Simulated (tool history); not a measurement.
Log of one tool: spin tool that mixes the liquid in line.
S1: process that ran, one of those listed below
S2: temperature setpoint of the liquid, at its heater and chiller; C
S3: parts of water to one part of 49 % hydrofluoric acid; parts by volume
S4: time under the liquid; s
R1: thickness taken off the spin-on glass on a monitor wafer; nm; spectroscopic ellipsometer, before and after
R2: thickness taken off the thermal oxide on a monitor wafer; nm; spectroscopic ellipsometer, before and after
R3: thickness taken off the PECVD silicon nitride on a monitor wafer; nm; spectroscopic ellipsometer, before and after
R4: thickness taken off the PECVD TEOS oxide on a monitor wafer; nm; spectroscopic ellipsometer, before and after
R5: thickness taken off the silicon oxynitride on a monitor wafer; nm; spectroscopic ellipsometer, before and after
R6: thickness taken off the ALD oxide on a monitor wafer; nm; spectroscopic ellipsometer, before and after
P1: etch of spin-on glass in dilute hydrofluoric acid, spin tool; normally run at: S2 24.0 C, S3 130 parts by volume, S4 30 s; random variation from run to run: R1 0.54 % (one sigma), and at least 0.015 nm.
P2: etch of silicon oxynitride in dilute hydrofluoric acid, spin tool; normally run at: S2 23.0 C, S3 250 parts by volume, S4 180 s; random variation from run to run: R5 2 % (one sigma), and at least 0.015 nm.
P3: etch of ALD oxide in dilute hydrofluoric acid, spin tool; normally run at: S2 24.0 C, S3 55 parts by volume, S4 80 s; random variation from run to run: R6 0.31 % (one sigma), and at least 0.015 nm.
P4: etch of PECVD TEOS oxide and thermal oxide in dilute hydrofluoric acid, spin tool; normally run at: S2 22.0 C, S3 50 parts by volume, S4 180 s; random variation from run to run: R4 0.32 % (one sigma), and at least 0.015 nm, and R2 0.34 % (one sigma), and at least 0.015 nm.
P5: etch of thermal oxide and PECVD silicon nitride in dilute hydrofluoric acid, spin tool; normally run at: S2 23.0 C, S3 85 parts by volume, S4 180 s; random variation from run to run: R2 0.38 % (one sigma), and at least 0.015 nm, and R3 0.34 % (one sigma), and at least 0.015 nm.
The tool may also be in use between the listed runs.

Run 1, hour 13.8: S1 P1, S2 24.0 C, S3 130 parts by volume, S4 30 s. Result: R1 10.4350 nm.
Run 2, hour 27.0: S1 P1, S2 24.0 C, S3 130 parts by volume, S4 30 s. Result: R1 10.4920 nm.
Run 3, hour 35.1: S1 P1, S2 24.0 C, S3 130 parts by volume, S4 15 s. Result: R1 5.1990 nm.
Run 4, hour 43.0: S1 P5, S2 23.0 C, S3 145 parts by volume, S4 180 s. Result: R2 5.4789 nm, R3 6.3914 nm.
Run 5, hour 56.1: S1 P1, S2 24.0 C, S3 65 parts by volume, S4 30 s. Result: R1 22.5130 nm.
Run 6, hour 63.4: S1 P5, S2 23.0 C, S3 85 parts by volume, S4 180 s. Result: R2 9.9647 nm, R3 10.8080 nm.
Run 7, hour 70.3: S1 P4, S2 26.5 C, S3 50 parts by volume, S4 180 s. Result: R2 20.8970 nm, R4 36.125 nm.
Run 8, hour 77.0: S1 P1, S2 17.0 C, S3 130 parts by volume, S4 30 s. Result: R1 7.8424 nm.
Run 9, hour 89.4: S1 P4, S2 22.0 C, S3 50 parts by volume, S4 15 s. Result: R2 1.4312 nm, R4 2.506 nm.
Run 10, hour 102.9: S1 P2, S2 23.0 C, S3 250 parts by volume, S4 180 s. Result: R5 1.0426 nm.
Run 11, hour 115.5: S1 P2, S2 23.0 C, S3 115 parts by volume, S4 180 s. Result: R5 2.4763 nm.
Run 12, hour 123.7: S1 P1, S2 24.0 C, S3 130 parts by volume, S4 30 s. Result: R1 10.4850 nm.
Run 13, hour 134.8: S1 P2, S2 30.5 C, S3 250 parts by volume, S4 180 s. Result: R5 1.4577 nm.
Run 14, hour 148.4: S1 P1, S2 19.0 C, S3 85 parts by volume, S4 30 s. Result: R1 13.7760 nm.
Run 15, hour 155.6: S1 P1, S2 18.0 C, S3 130 parts by volume, S4 15 s. Result: R1 4.0494 nm.
Run 16, hour 167.0: S1 P3, S2 24.0 C, S3 100 parts by volume, S4 80 s. Result: R6 12.509 nm.
Run 17, hour 175.0: S1 P1, S2 24.0 C, S3 130 parts by volume, S4 30 s. Result: R1 10.3880 nm.
Run 18, hour 182.4: S1 P4, S2 22.0 C, S3 90 parts by volume, S4 180 s. Result: R2 9.1732 nm, R4 15.854 nm.
Run 19, hour 195.5: S1 P5, S2 23.0 C, S3 85 parts by volume, S4 355 s. Result: R2 19.5210 nm, R3 21.3440 nm.
Run 20, hour 209.9: S1 P1, S2 24.0 C, S3 130 parts by volume, S4 30 s. Result: R1 10.4050 nm.
Run 21, hour 216.5: S1 P1, S2 24.0 C, S3 130 parts by volume, S4 30 s. Result: R1 10.3320 nm.
Run 22, hour 229.6: S1 P1, S2 24.0 C, S3 130 parts by volume, S4 50 s. Result: R1 17.3000 nm.
Run 23, hour 236.7: S1 P2, S2 23.0 C, S3 250 parts by volume, S4 180 s. Result: R5 1.0532 nm.
Run 24, hour 248.2: S1 P3, S2 24.0 C, S3 55 parts by volume, S4 45 s. Result: R6 13.565 nm.
Run 25, hour 262.2: S1 P1, S2 24.0 C, S3 225 parts by volume, S4 30 s. Result: R1 5.4081 nm.
Run 26, hour 274.8: S1 P5, S2 27.0 C, S3 85 parts by volume, S4 180 s. Result: R2 11.7780 nm, R3 14.0210 nm.
Run 27, hour 285.1: S1 P5, S2 23.0 C, S3 85 parts by volume, S4 180 s. Result: R2 9.9443 nm, R3 10.8480 nm.
Run 28, hour 299.0: S1 P1, S2 24.0 C, S3 130 parts by volume, S4 30 s. Result: R1 10.2960 nm.
Run 29, hour 311.0: S1 P1, S2 31.0 C, S3 130 parts by volume, S4 30 s. Result: R1 13.5840 nm.
Run 30, hour 323.8: S1 P4, S2 22.0 C, S3 50 parts by volume, S4 180 s. Result: R2 17.3450 nm, R4 30.211 nm.
Run 31, hour 337.6: S1 P3, S2 19.5 C, S3 55 parts by volume, S4 80 s. Result: R6 20.024 nm.
Run 32, hour 344.0: S1 P3, S2 24.0 C, S3 55 parts by volume, S4 80 s. Result: R6 23.995 nm.
Run 33, hour 356.9: S1 P2, S2 23.0 C, S3 250 parts by volume, S4 310 s. Result: R5 1.8904 nm.
Run 34, hour 367.3: S1 P1, S2 24.0 C, S3 130 parts by volume, S4 30 s. Result: R1 10.3980 nm.
Run 35, hour 376.0: S1 P1, S2 24.0 C, S3 130 parts by volume, S4 30 s. Result: R1 10.6670 nm.
Run 36, hour 388.0: S1 P1, S2 24.0 C, S3 130 parts by volume, S4 30 s. Result: R1 10.8530 nm.
Run 37, hour 399.0: S1 P1, S2 24.0 C, S3 130 parts by volume, S4 30 s. Result: R1 10.9970 nm.
Run 38, hour 407.2: S1 P1, S2 24.0 C, S3 130 parts by volume, S4 30 s. Result: R1 10.8480 nm.
Run 39, hour 419.6: S1 P1, S2 24.0 C, S3 130 parts by volume, S4 30 s. Result: R1 11.0140 nm.
Run 40, hour 430.7: S1 P1, S2 24.0 C, S3 130 parts by volume, S4 30 s. Result: R1 11.0180 nm.
Run 41, hour 441.0: S1 P1, S2 24.0 C, S3 130 parts by volume, S4 30 s. Result: R1 11.1780 nm.
Run 42, hour 450.7: S1 P1, S2 24.0 C, S3 130 parts by volume, S4 30 s. Result: R1 11.0740 nm.
Run 43, hour 459.4: S1 P1, S2 24.0 C, S3 130 parts by volume, S4 30 s. Result: R1 11.1010 nm.

What P1 gives has crept away from where it was. These 2 causes fit the log equally well, each at the size given:
A: hydrofluoric acid flow above the setpoint (%) = 6.11
B: liquid hotter than its thermometer reads (K) = 1.78
The creep began at about hour 367.3.

4 check runs are offered, one wafer each, their results left as question marks. Which one tells the causes apart?
Run check 1, hour 468.1: S1 P3, S2 24.0 C, S3 85 parts by volume, S4 80 s. Result: R6 ?.
Run check 2, hour 468.1: S1 P2, S2 23.0 C, S3 165 parts by volume, S4 280 s. Result: R5 ?.
Run check 3, hour 468.1: S1 P4, S2 25.5 C, S3 50 parts by volume, S4 15 s. Result: R2 ?, R4 ?.
Run check 4, hour 468.1: S1 P5, S2 23.0 C, S3 135 parts by volume, S4 345 s. Result: R2 ?, R3 ?.

What each check would give under each cause:
  check  result     if A     if B
check 1      R6   16.023   16.109
check 2      R5   2.7849   2.8257
check 3      R2   1.7768   1.7922
check 3      R4   3.0854   3.1120
check 4      R2  12.1300  12.1380
check 4      R3  13.9070  14.7270
How far apart the two closest causes lie, in the result that separates them most: check 1 0.53 %; check 2 1.45 %; check 3 0.86 %; check 4 5.73 %
Check 4 tells the causes apart: in the others they would give nearly the same result.

Then check 4 was run and gave: R2 12.0620 nm; R3 14.6390 nm. Which cause is it?

It is B: liquid hotter than its thermometer reads (K).

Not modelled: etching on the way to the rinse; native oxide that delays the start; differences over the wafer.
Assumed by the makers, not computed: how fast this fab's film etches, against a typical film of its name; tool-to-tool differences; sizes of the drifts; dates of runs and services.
